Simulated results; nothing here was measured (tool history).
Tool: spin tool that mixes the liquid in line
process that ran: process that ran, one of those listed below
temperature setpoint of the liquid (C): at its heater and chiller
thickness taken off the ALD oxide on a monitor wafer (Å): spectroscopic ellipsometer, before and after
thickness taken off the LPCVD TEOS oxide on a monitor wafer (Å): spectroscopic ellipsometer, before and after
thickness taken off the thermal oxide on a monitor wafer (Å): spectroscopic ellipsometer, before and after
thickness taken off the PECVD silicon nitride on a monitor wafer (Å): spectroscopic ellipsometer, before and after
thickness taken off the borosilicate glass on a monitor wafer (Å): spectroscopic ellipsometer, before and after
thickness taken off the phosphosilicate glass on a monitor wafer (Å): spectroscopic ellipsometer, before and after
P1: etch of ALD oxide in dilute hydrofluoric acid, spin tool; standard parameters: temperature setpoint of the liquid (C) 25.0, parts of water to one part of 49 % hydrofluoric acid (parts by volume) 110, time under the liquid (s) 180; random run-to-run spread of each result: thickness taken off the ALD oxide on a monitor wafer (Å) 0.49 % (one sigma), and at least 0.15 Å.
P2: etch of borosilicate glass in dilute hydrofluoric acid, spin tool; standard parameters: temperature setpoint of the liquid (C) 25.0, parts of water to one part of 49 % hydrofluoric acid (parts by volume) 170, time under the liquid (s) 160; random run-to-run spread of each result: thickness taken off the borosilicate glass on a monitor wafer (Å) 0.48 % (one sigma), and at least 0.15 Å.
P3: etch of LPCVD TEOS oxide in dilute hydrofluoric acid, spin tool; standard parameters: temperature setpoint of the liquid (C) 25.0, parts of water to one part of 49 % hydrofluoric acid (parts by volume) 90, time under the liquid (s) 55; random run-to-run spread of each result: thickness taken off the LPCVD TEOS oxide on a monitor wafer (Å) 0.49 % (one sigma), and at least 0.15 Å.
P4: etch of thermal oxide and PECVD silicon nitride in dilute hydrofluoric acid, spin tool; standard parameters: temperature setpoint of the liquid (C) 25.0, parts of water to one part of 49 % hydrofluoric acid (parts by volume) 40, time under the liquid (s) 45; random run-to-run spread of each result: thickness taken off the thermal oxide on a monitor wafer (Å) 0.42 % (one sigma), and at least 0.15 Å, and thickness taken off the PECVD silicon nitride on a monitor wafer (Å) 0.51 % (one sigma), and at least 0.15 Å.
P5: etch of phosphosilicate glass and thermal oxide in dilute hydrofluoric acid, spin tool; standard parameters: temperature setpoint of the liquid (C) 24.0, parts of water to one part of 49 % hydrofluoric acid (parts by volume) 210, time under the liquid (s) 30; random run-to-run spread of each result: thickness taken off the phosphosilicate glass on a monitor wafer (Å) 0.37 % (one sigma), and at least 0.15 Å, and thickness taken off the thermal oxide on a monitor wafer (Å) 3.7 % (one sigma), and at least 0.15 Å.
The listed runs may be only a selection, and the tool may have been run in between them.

run,hour,process that ran,temperature setpoint of the liquid (C),parts of water to one part of 49 % hydrofluoric acid (parts by volume),time under the liquid (s),hours since the thermometer was replaced,hours since the hydrofluoric acid flow meter was replaced,thickness taken off the ALD oxide on a monitor wafer (Å),thickness taken off the LPCVD TEOS oxide on a monitor wafer (Å),thickness taken off the thermal oxide on a monitor wafer (Å),thickness taken off the PECVD silicon nitride on a monitor wafer (Å),thickness taken off the borosilicate glass on a monitor wafer (Å),thickness taken off the phosphosilicate glass on a monitor wafer (Å)
1,8.2,P1,25.0,110,180,182.8,445.2,242.630,,,,,
2,16.4,P3,33.0,90,55,191.0,453.4,,483.25,,,,
3,20.6,P4,25.0,60,45,195.2,457.6,,,39.1960,44.196,,
4,27.2,P3,25.0,90,55,201.8,464.2,,357.97,,,,
5,31.7,P1,25.0,180,180,206.3,468.7,137.040,,,,,
6,35.7,P2,25.0,170,45,210.3,472.7,,,,,104.82,
7,43.5,P1,25.0,65,15,218.1,480.5,36.611,,,,,
8,50.6,P1,25.0,110,180,225.2,487.6,244.440,,,,,
9,54.4,P1,25.0,110,95,229.0,491.4,128.650,,,,,
10,61.9,P1,25.0,110,350,236.5,498.9,471.730,,,,,
11,69.7,P4,25.0,40,45,244.3,506.7,,,60.5120,65.707,,
12,76.2,P2,25.0,170,160,250.8,513.2,,,,,372.80,
13,84.1,P5,24.0,115,30,258.7,521.1,,,12.1410,,,540.63
14,91.1,P3,25.0,90,55,265.7,528.1,,356.60,,,,
15,95.2,P4,25.0,40,15,269.8,532.2,,,20.2670,21.585,,
16,102.7,P1,25.0,110,180,277.3,539.7,243.360,,,,,
17,110.1,P1,20.5,110,355,284.7,547.1,404.340,,,,,
18,117.5,P2,25.0,45,160,292.1,554.5,,,,,1637.60,
19,123.4,P5,24.0,210,30,298.0,560.4,,,5.9152,,,263.78
20,130.1,P2,25.0,170,160,304.7,567.1,,,,,376.77,
21,137.5,P1,21.5,110,340,312.1,574.5,400.420,,,,,
22,143.8,P1,20.0,110,180,318.4,580.8,198.540,,,,,
23,147.8,P5,17.0,210,30,322.4,584.8,,,4.5836,,,201.61
24,152.8,P1,25.0,50,180,327.4,589.8,580.480,,,,,
25,160.5,P5,24.0,210,50,335.1,597.5,,,9.3295,,,438.14
26,167.9,P3,25.0,90,95,342.5,604.9,,614.96,,,,
27,173.1,P1,32.0,110,180,347.7,610.1,315.220,,,,,
28,180.6,P2,18.5,170,160,355.2,617.6,,,,,292.39,
29,187.4,P3,25.0,150,55,362.0,624.4,,201.33,,,,
30,193.7,P1,25.0,110,180,368.3,630.7,245.110,,,,,
31,198.7,P4,17.5,40,45,373.3,635.7,,,43.7890,39.195,,
32,203.6,P1,25.0,110,180,378.2,640.6,243.890,,,,,
33,209.0,P1,25.0,110,180,383.6,646.0,237.900,,,,,
34,214.6,P1,25.0,110,180,389.2,651.6,236.440,,,,,
35,220.6,P1,25.0,110,180,395.2,657.6,232.810,,,,,
36,228.1,P1,25.0,110,180,402.7,665.1,231.820,,,,,
37,236.3,P1,25.0,110,180,410.9,673.3,228.990,,,,,
38,241.2,P1,25.0,110,180,415.8,678.2,230.770,,,,,
39,248.3,P1,25.0,110,180,422.9,685.3,230.160,,,,,
40,255.4,P1,25.0,110,180,430.0,692.4,227.560,,,,,

For run 41, what comes out?
41,263.5,P1,25.0,110,180,438.1,700.5,?,,,,,

{"run 41": {"thickness taken off the ALD oxide on a monitor wafer (Å)": 226.86}}
